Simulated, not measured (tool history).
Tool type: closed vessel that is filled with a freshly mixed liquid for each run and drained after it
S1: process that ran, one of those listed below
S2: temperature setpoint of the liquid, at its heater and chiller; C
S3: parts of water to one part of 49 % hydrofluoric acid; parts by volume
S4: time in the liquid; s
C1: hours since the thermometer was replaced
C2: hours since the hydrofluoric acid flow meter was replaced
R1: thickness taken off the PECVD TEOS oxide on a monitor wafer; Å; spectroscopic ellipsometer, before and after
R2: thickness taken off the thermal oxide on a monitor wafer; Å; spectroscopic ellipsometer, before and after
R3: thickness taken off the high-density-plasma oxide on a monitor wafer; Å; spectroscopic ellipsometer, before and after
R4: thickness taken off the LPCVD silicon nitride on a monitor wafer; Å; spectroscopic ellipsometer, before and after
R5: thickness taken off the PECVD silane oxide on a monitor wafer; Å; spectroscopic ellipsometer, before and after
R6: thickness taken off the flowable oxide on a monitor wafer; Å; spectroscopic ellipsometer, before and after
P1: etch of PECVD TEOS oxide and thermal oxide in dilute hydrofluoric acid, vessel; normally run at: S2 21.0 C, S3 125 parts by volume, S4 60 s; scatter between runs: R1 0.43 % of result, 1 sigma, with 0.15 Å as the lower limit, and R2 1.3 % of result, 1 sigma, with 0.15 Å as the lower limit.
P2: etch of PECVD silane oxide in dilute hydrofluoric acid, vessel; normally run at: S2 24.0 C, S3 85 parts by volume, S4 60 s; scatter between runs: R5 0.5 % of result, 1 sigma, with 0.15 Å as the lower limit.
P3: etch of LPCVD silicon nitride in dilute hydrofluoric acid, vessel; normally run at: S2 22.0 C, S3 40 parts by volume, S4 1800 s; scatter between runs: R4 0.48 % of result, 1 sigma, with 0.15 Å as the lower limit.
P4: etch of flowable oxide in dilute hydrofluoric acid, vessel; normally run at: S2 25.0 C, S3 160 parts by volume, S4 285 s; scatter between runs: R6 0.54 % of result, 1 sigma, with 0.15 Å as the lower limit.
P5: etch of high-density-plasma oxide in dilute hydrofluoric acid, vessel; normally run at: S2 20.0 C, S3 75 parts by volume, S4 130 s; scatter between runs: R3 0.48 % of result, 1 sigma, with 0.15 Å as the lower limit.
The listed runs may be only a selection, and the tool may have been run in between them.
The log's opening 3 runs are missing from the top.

run,day,S1,S2,S3,S4,C1,C2,R1,R2,R3,R4,R5,R6
4,2.079,P3,26.5,40,1800,448.0,195.5,,,,264.97,,
5,2.758,P1,21.0,125,60,464.3,211.8,96.379,18.4300,,,,
6,3.117,P3,22.0,40,1800,472.9,220.4,,,,193.19,,
7,3.475,P3,22.0,55,1800,481.5,229.0,,,,141.98,,
8,3.933,P2,24.0,85,60,492.5,240.0,,,,,268.18,
9,4.550,P1,21.0,125,30,507.3,254.8,48.846,9.6191,,,,
10,5.112,P4,25.0,160,285,520.8,268.3,,,,,,456.18
# day 5.521: thermometer replaced
11,5.738,P5,17.0,75,130,5.3,283.3,,,76.761,,,
12,6.362,P1,21.0,40,105,20.3,298.3,590.240,114.9700,,,,
13,6.804,P1,21.0,200,60,30.9,308.9,56.496,10.9840,,,,
14,7.521,P4,20.5,160,285,48.1,326.1,,,,,,380.23
15,8.233,P2,24.0,85,100,65.2,343.2,,,,,447.09,
16,8.904,P1,21.0,125,60,81.3,359.3,96.848,18.6070,,,,
17,9.521,P5,20.0,75,130,96.1,374.1,,,87.332,,,
18,9.962,P1,21.0,125,60,106.7,384.7,97.218,18.3900,,,,
19,10.533,P2,24.0,50,60,120.4,398.4,,,,,480.88,
20,11.008,P5,20.0,75,130,131.8,409.8,,,86.421,,,
21,11.600,P1,25.0,125,60,146.0,424.0,114.110,22.1270,,,,
22,12.017,P5,20.0,110,130,156.0,434.0,,,57.258,,,
23,12.354,P1,21.0,35,60,164.1,442.1,386.160,75.6190,,,,
24,13.075,P3,22.0,40,2720,181.4,459.4,,,,295.23,,
25,13.704,P1,17.0,125,60,196.5,474.5,82.436,16.0360,,,,
26,14.342,P1,21.0,125,60,211.8,489.8,97.125,18.6470,,,,

The next listed run, before its measurement:
27,14.838,P4,25.0,160,285,223.7,501.7,,,,,,?

Run 27 measured R6 452.14 Å.

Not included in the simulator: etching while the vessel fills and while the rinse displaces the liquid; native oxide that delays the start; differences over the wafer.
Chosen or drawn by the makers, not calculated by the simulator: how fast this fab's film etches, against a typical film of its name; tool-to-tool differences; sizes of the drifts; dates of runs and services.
